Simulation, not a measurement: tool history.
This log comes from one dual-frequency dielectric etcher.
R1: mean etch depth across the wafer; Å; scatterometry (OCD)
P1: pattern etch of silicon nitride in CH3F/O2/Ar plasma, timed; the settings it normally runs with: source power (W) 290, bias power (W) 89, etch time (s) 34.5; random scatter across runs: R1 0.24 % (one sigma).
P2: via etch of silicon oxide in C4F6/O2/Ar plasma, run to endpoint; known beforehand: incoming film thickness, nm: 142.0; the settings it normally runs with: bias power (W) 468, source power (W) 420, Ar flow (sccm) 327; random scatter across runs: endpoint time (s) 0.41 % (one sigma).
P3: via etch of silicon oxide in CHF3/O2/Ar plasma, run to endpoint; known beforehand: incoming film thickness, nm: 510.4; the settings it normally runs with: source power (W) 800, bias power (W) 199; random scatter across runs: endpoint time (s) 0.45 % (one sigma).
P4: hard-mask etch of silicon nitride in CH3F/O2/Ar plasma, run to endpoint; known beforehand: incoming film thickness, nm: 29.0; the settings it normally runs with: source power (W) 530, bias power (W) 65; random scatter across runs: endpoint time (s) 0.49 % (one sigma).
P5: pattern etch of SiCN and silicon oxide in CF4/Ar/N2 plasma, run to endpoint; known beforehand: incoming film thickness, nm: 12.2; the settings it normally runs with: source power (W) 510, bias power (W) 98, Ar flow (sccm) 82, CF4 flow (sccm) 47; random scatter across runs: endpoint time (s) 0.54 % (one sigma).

Run 1, hour 12.2: process that ran P1, source power (W) 290, bias power (W) 89, etch time (s) 34.5. Result: R1 229.71 Å.
Run 2, hour 24.0: process that ran P5, source power (W) 510, bias power (W) 98, Ar flow (sccm) 82, CF4 flow (sccm) 47. Result: endpoint time (s) 11.5940.
Run 3, hour 37.9: process that ran P1, source power (W) 290, bias power (W) 89, etch time (s) 34.5. Result: R1 230.43 Å.
Run 4, hour 51.0: process that ran P2, source power (W) 420, bias power (W) 468, Ar flow (sccm) 327. Result: endpoint time (s) 32.3570.
Run 5, hour 62.6: process that ran P3, source power (W) 800, bias power (W) 199. Result: endpoint time (s) 225.3900.
Run 6, hour 77.7: process that ran P5, source power (W) 510, bias power (W) 98, Ar flow (sccm) 82, CF4 flow (sccm) 66. Result: endpoint time (s) 11.1760.
Run 7, hour 89.1: process that ran P4, source power (W) 660, bias power (W) 65. Result: endpoint time (s) 34.7390.
Run 8, hour 105.4: process that ran P1, source power (W) 290, bias power (W) 89, etch time (s) 24.5. Result: R1 162.58 Å.
Run 9, hour 114.1: process that ran P5, source power (W) 510, bias power (W) 129, Ar flow (sccm) 82, CF4 flow (sccm) 47. Result: endpoint time (s) 10.5670.
Run 10, hour 128.8: process that ran P4, source power (W) 530, bias power (W) 65. Result: endpoint time (s) 37.4200.
Run 11, hour 140.6: process that ran P4, source power (W) 530, bias power (W) 79. Result: endpoint time (s) 35.5350.
Run 12, hour 151.8: process that ran P4, source power (W) 530, bias power (W) 65. Result: endpoint time (s) 38.1400.
Run 13, hour 165.4: process that ran P5, source power (W) 680, bias power (W) 98, Ar flow (sccm) 82, CF4 flow (sccm) 47. Result: endpoint time (s) 8.9652.
Run 14, hour 178.6: process that ran P1, source power (W) 390, bias power (W) 89, etch time (s) 34.5. Result: R1 256.87 Å.
Run 15, hour 193.9: process that ran P1, source power (W) 290, bias power (W) 89, etch time (s) 34.5. Result: R1 229.08 Å.
Run 16, hour 207.9: process that ran P2, source power (W) 420, bias power (W) 468, Ar flow (sccm) 417. Result: endpoint time (s) 33.3110.
Run 17, hour 215.0: process that ran P5, source power (W) 510, bias power (W) 98, Ar flow (sccm) 103, CF4 flow (sccm) 47. Result: endpoint time (s) 12.1270.
Run 18, hour 224.9: process that ran P2, source power (W) 420, bias power (W) 612, Ar flow (sccm) 327. Result: endpoint time (s) 29.2210.
Run 19, hour 238.0: process that ran P1, source power (W) 290, bias power (W) 116, etch time (s) 23.5. Result: R1 172.39 Å.
Run 20, hour 245.7: process that ran P3, source power (W) 800, bias power (W) 134. Result: endpoint time (s) 254.8500.
Run 21, hour 254.8: process that ran P1, source power (W) 290, bias power (W) 89, etch time (s) 44.0. Result: R1 292.88 Å.
Run 22, hour 262.9: process that ran P1, source power (W) 220, bias power (W) 89, etch time (s) 34.5. Result: R1 208.00 Å.
Run 23, hour 271.7: process that ran P2, source power (W) 260, bias power (W) 468, Ar flow (sccm) 327. Result: endpoint time (s) 38.6890.
Run 24, hour 282.1: process that ran P1, source power (W) 290, bias power (W) 73, etch time (s) 34.5. Result: R1 213.95 Å.
Run 25, hour 295.8: process that ran P3, source power (W) 520, bias power (W) 199. Result: endpoint time (s) 266.3500.
Run 26, hour 307.5: process that ran P1, source power (W) 290, bias power (W) 123, etch time (s) 19.0. Result: R1 142.74 Å.
Run 27, hour 319.7: process that ran P1, source power (W) 290, bias power (W) 89, etch time (s) 34.5. Result: R1 229.33 Å.
Run 28, hour 333.1: process that ran P1, source power (W) 290, bias power (W) 108, etch time (s) 34.5. Result: R1 245.97 Å.
Run 29, hour 340.5: process that ran P1, source power (W) 290, bias power (W) 89, etch time (s) 34.5. Result: R1 228.68 Å.
Run 30, hour 354.0: process that ran P1, source power (W) 290, bias power (W) 89, etch time (s) 34.5. Result: R1 227.17 Å.
Run 31, hour 368.4: process that ran P1, source power (W) 290, bias power (W) 89, etch time (s) 34.5. Result: R1 227.10 Å.
Run 32, hour 376.4: process that ran P1, source power (W) 290, bias power (W) 89, etch time (s) 34.5. Result: R1 226.26 Å.

Run 33 comes next. What will it give?
Run 33, hour 392.0: process that ran P1, source power (W) 290, bias power (W) 89, etch time (s) 34.5. Result: R1 ?.

{"run 33": {"R1": 227.18}}

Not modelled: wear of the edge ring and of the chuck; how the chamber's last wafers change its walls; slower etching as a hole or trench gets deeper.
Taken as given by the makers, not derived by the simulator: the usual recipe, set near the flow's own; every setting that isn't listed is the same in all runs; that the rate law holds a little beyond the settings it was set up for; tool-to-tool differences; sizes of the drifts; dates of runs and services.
